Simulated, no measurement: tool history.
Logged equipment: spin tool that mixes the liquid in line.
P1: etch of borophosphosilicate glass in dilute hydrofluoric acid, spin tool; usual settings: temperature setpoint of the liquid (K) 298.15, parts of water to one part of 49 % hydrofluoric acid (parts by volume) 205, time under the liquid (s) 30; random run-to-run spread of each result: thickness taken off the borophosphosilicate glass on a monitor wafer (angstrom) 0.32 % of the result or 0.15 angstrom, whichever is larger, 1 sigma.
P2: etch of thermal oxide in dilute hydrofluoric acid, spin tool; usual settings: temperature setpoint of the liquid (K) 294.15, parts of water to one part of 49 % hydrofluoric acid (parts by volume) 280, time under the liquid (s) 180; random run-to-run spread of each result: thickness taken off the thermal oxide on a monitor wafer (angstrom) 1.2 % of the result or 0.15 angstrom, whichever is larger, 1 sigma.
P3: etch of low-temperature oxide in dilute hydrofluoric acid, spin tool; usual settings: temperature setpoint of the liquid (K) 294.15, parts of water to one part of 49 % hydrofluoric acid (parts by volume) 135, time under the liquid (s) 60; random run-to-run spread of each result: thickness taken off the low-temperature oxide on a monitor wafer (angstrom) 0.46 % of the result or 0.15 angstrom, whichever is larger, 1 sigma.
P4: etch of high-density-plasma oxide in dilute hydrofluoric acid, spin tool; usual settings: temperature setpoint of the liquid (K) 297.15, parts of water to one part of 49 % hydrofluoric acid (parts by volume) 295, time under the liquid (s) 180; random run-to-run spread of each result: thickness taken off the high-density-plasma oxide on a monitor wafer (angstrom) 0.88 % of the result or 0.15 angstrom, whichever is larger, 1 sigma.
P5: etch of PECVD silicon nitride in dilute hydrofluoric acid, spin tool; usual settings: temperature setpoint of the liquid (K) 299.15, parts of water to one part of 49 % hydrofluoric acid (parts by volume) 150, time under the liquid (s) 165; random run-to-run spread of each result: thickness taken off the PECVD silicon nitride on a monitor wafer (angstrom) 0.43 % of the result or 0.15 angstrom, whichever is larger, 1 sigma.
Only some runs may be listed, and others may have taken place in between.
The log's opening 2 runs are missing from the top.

| run | hour | process that ran | temperature setpoint of the liquid (K) | parts of water to one part of 49 % hydrofluoric acid (parts by volume) | time under the liquid (s) | hours since the thermometer was replaced | hours since the hydrofluoric acid flow meter was replaced | thickness taken off the borophosphosilicate glass on a monitor wafer (angstrom) | thickness taken off the thermal oxide on a monitor wafer (angstrom) | thickness taken off the high-density-plasma oxide on a monitor wafer (angstrom) | thickness taken off the low-temperature oxide on a monitor wafer (angstrom) | thickness taken off the PECVD silicon nitride on a monitor wafer (angstrom) |
|---|---|---|---|---|---|---|---|---|---|---|---|---|
| 3 | 10.7 | P2 | 290.15 | 280 | 180 | 665.3 | 628.5 |  | 19.060 |  |  |  |
| 4 | 13.8 | P4 | 297.15 | 295 | 180 | 668.4 | 631.6 |  |  | 24.840 |  |  |
| 5 | 19.2 | P1 | 298.15 | 205 | 45 | 673.8 | 637.0 | 179.110 |  |  |  |  |
| 6 | 23.3 | P2 | 294.15 | 280 | 180 | 677.9 | 641.1 |  | 22.221 |  |  |  |
| 7 | 25.9 | P1 | 303.65 | 70 | 30 | 680.5 | 643.7 | 507.170 |  |  |  |  |
| 8 | 29.2 | P1 | 293.65 | 205 | 30 | 683.8 | 647.0 | 100.480 |  |  |  |  |
| 9 | 33.4 | P1 | 298.15 | 205 | 30 | 688.0 | 651.2 | 118.810 |  |  |  |  |
| 10 | 38.5 | P1 | 298.15 | 205 | 15 | 693.1 | 656.3 | 59.610 |  |  |  |  |
| 11 | 43.1 | P4 | 297.15 | 505 | 180 | 697.7 | 660.9 |  |  | 12.001 |  |  |
| 12 | 47.6 | P3 | 302.15 | 135 | 60 | 702.2 | 665.4 |  |  |  | 84.205 |  |
| 13 | 50.3 | P4 | 297.15 | 295 | 265 | 704.9 | 668.1 |  |  | 36.117 |  |  |
| 14 | 55.5 | P5 | 299.15 | 150 | 30 | 710.1 | 673.3 |  |  |  |  | 13.462 |
| 15 | 58.5 | P1 | 298.15 | 205 | 30 | 713.1 | 676.3 | 118.780 |  |  |  |  |
| 16 | 61.7 | P1 | 304.15 | 205 | 15 | 716.3 | 679.5 | 73.768 |  |  |  |  |
| 17 | 64.4 | P1 | 298.15 | 360 | 30 | 719.0 | 682.2 | 57.964 |  |  |  |  |
| 18 | 69.3 | P3 | 294.15 | 70 | 60 | 723.9 | 687.1 |  |  |  | 127.870 |  |
| 19 | 74.2 | P5 | 299.15 | 150 | 165 | 728.8 | 692.0 |  |  |  |  | 73.257 |
|  | 76.2 | hydrofluoric acid flow meter replaced |
| 20 | 76.9 | P3 | 294.15 | 135 | 25 | 731.5 | 0.8 |  |  |  | 26.267 |  |
| 21 | 81.5 | P4 | 291.15 | 295 | 180 | 736.1 | 5.4 |  |  | 20.036 |  |  |
| 22 | 85.3 | P1 | 303.15 | 80 | 30 | 739.9 | 9.2 | 433.970 |  |  |  |  |
| 23 | 88.1 | P4 | 297.15 | 295 | 180 | 742.7 | 12.0 |  |  | 23.928 |  |  |
| 24 | 90.5 | P5 | 299.15 | 150 | 165 | 745.1 | 14.4 |  |  |  |  | 74.080 |
| 25 | 94.1 | P3 | 294.15 | 135 | 60 | 748.7 | 18.0 |  |  |  | 61.544 |  |
| 26 | 96.6 | P1 | 298.15 | 205 | 30 | 751.2 | 20.5 | 120.160 |  |  |  |  |
| 27 | 101.1 | P2 | 294.15 | 90 | 180 | 755.7 | 25.0 |  | 82.329 |  |  |  |

Forecast run 28:
| 28 | 104.1 | P5 | 291.65 | 150 | 165 | 758.7 | 28.0 |  |  |  |  | ? |

{"run 28": {"thickness taken off the PECVD silicon nitride on a monitor wafer (angstrom)": 44.616}}

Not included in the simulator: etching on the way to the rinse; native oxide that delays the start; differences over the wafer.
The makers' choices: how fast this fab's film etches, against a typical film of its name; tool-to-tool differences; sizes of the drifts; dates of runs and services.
